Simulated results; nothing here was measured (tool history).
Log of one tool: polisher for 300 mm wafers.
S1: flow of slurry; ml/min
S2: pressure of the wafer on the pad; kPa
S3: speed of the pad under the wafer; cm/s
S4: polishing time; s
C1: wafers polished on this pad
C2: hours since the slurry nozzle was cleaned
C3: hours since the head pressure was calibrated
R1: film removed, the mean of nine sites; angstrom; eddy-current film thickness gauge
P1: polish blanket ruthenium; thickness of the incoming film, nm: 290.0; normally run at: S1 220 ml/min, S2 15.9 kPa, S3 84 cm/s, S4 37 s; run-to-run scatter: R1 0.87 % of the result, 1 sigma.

{"run": 1, "hour": 11.6, "S1": 220, "S2": 15.9, "S3": 84, "S4": 37, "C1": 274, "C2": 369.7, "C3": 394.1, "R1": 440.33}
{"run": 2, "hour": 26.5, "S1": 145, "S2": 19.3, "S3": 84, "S4": 37, "C1": 496, "C2": 384.6, "C3": 409.0, "R1": 511.55}
{"run": 3, "hour": 40.2, "S1": 275, "S2": 15.9, "S3": 84, "S4": 22, "C1": 700, "C2": 398.3, "C3": 422.7, "R1": 269.18}
{"run": 4, "hour": 51.3, "S1": 220, "S2": 15.9, "S3": 84, "S4": 58, "C1": 865, "C2": 409.4, "C3": 433.8, "R1": 697.03}
{"run": 5, "hour": 63.1, "S1": 220, "S2": 15.9, "S3": 84, "S4": 27, "C1": 1040, "C2": 421.2, "C3": 445.6, "R1": 324.02}
{"run": 6, "hour": 78.9, "S1": 220, "S2": 6.9, "S3": 84, "S4": 37, "C1": 1275, "C2": 437.0, "C3": 461.4, "R1": 189.88}
{"hour": 83.8, "done": "worn pad replaced by a new one"}
{"run": 7, "hour": 92.9, "S1": 335, "S2": 15.9, "S3": 84, "S4": 37, "C1": 135, "C2": 451.0, "C3": 475.4, "R1": 466.04}
{"run": 8, "hour": 102.1, "S1": 220, "S2": 15.9, "S3": 84, "S4": 37, "C1": 272, "C2": 460.2, "C3": 484.6, "R1": 445.55}
{"run": 9, "hour": 114.9, "S1": 130, "S2": 11.0, "S3": 84, "S4": 37, "C1": 462, "C2": 473.0, "C3": 497.4, "R1": 285.36}
{"run": 10, "hour": 126.3, "S1": 220, "S2": 15.9, "S3": 122, "S4": 37, "C1": 632, "C2": 484.4, "C3": 508.8, "R1": 648.28}
{"run": 11, "hour": 136.1, "S1": 220, "S2": 15.9, "S3": 84, "S4": 37, "C1": 778, "C2": 494.2, "C3": 518.6, "R1": 440.94}
{"run": 12, "hour": 148.1, "S1": 220, "S2": 15.9, "S3": 84, "S4": 37, "C1": 956, "C2": 506.2, "C3": 530.6, "R1": 439.1}
{"run": 13, "hour": 162.5, "S1": 220, "S2": 21.4, "S3": 84, "S4": 37, "C1": 1170, "C2": 520.6, "C3": 545.0, "R1": 600.39}
{"run": 14, "hour": 171.0, "S1": 130, "S2": 15.9, "S3": 84, "S4": 37, "C1": 1296, "C2": 529.1, "C3": 553.5, "R1": 408.73}
{"run": 15, "hour": 182.9, "S1": 220, "S2": 15.9, "S3": 84, "S4": 37, "C1": 1473, "C2": 541.0, "C3": 565.4, "R1": 446.52}
{"run": 16, "hour": 199.5, "S1": 220, "S2": 15.9, "S3": 54, "S4": 37, "C1": 1720, "C2": 557.6, "C3": 582.0, "R1": 284.3}
{"run": 17, "hour": 215.2, "S1": 220, "S2": 15.9, "S3": 84, "S4": 37, "C1": 1953, "C2": 573.3, "C3": 597.7, "R1": 443.54}
{"run": 18, "hour": 230.5, "S1": 220, "S2": 15.9, "S3": 84, "S4": 37, "C1": 2181, "C2": 588.6, "C3": 613.0, "R1": 435.5}
{"run": 19, "hour": 247.2, "S1": 220, "S2": 15.9, "S3": 84, "S4": 37, "C1": 2429, "C2": 605.3, "C3": 629.7, "R1": 435.48}
{"run": 20, "hour": 261.7, "S1": 220, "S2": 15.9, "S3": 84, "S4": 37, "C1": 2644, "C2": 619.8, "C3": 644.2, "R1": 427.62}
{"hour": 275.7, "done": "worn pad replaced by a new one"}
{"run": 21, "hour": 277.9, "S1": 220, "S2": 15.9, "S3": 84, "S4": 37, "C1": 32, "C2": 636.0, "C3": 660.4, "R1": 426.89}
{"run": 22, "hour": 288.6, "S1": 220, "S2": 15.9, "S3": 84, "S4": 37, "C1": 191, "C2": 646.7, "C3": 671.1, "R1": 421.64}
{"run": 23, "hour": 299.9, "S1": 220, "S2": 15.9, "S3": 84, "S4": 37, "C1": 359, "C2": 658.0, "C3": 682.4, "R1": 424.4}
{"run": 24, "hour": 312.5, "S1": 220, "S2": 15.9, "S3": 84, "S4": 37, "C1": 547, "C2": 670.6, "C3": 695.0, "R1": 417.74}
{"run": 25, "hour": 326.9, "S1": 220, "S2": 15.9, "S3": 84, "S4": 37, "C1": 761, "C2": 685.0, "C3": 709.4, "R1": 416.99}

What P1 gives has crept away from where it was. These 2 causes fit the log equally well, each at the size given:
A: head's pressure below its setpoint, % = 5.41
B: slurry flow missing at the pad, % = 31.7
The creep began at about hour 215.2.
Why every other cause is out:
removal rate lost through wear of the pad, %: serviced at hour 275.7, which brought nothing back

4 check runs are offered, each on 5 wafers whose results are averaged, their results left as question marks. Which one tells the causes apart?
{"run": "check 1", "hour": 341.3, "S1": 220, "S2": 20.7, "S3": 102, "S4": 37, "R1": "?"}
{"run": "check 2", "hour": 341.3, "S1": 135, "S2": 15.9, "S3": 84, "S4": 37, "R1": "?"}
{"run": "check 3", "hour": 341.3, "S1": 220, "S2": 7.6, "S3": 84, "S4": 37, "R1": "?"}
{"run": "check 4", "hour": 341.3, "S1": 220, "S2": 15.9, "S3": 122, "S4": 37, "R1": "?"}

What each check would give under each cause:
check=check_1 result=R1 if_A=665.19 if_B=665.22
check=check_2 result=R1 if_A=389.61 if_B=377.61
check=check_3 result=R1 if_A=200.86 if_B=200.87
check=check_4 result=R1 if_A=609.97 if_B=610.00
How far apart the two closest causes lie, in the result that separates them most: check 1 0 %; check 2 3.13 %; check 3 0 %; check 4 0 %
Only check 2 tells the causes apart: in the others they would give nearly the same result.

Check 2 was then run and gave: R1 376.21 angstrom. Which cause is it?

It is B: slurry flow missing at the pad, %.
